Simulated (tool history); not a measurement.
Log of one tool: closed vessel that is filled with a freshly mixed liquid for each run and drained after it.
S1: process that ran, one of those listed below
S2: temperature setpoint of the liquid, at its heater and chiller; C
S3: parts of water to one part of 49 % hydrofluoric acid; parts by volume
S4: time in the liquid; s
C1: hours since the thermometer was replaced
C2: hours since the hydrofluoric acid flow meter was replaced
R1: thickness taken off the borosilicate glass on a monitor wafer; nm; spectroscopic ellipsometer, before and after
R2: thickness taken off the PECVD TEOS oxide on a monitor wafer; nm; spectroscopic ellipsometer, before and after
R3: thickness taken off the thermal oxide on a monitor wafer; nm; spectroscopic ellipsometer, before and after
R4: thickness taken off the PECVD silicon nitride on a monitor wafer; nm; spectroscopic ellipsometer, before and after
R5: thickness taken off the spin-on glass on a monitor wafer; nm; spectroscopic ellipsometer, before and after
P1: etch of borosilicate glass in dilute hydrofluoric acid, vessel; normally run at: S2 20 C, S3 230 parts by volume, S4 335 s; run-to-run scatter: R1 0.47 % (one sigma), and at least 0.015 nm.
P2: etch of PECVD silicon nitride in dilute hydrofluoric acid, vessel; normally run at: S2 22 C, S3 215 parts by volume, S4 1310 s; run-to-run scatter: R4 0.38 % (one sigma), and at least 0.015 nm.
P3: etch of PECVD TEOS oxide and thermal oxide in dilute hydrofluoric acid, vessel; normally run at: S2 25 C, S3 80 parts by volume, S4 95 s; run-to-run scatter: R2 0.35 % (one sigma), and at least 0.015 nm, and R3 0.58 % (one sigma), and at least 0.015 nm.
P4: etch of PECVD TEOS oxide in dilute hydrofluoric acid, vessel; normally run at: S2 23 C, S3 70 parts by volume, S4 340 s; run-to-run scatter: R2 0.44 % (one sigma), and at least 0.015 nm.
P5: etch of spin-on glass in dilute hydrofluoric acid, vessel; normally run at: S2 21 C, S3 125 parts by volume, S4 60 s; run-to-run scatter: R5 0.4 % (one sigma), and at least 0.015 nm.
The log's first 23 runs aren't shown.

run,day,S1,S2,S3,S4,C1,C2,R1,R2,R3,R4,R5
24,11.412,P1,20,230,335,988.4,644.8,40.919,,,,
25,11.846,P1,20,230,335,998.8,655.2,40.684,,,,
26,12.125,P2,17,215,1310,1005.5,661.9,,,,6.5955,
27,12.525,P3,25,80,95,1015.1,671.5,,13.031,5.9221,,
28,13.046,P2,22,215,1310,1027.6,684,,,,9.1724,
29,13.633,P4,23,70,340,1041.7,698.1,,51.552,,,
30,13.962,P4,23,70,340,1049.6,706,,51.082,,,
31,14.538,P1,20,230,335,1063.4,719.8,40.735,,,,
32,15.138,P1,20,230,335,1077.8,734.2,41.864,,,,
33,15.533,P1,20,230,335,1087.3,743.7,42.419,,,,

Run 34 comes next. What will it give?
34,16,P1,20,230,335,1098.5,754.9,?,,,,

R1: 42.669 nm
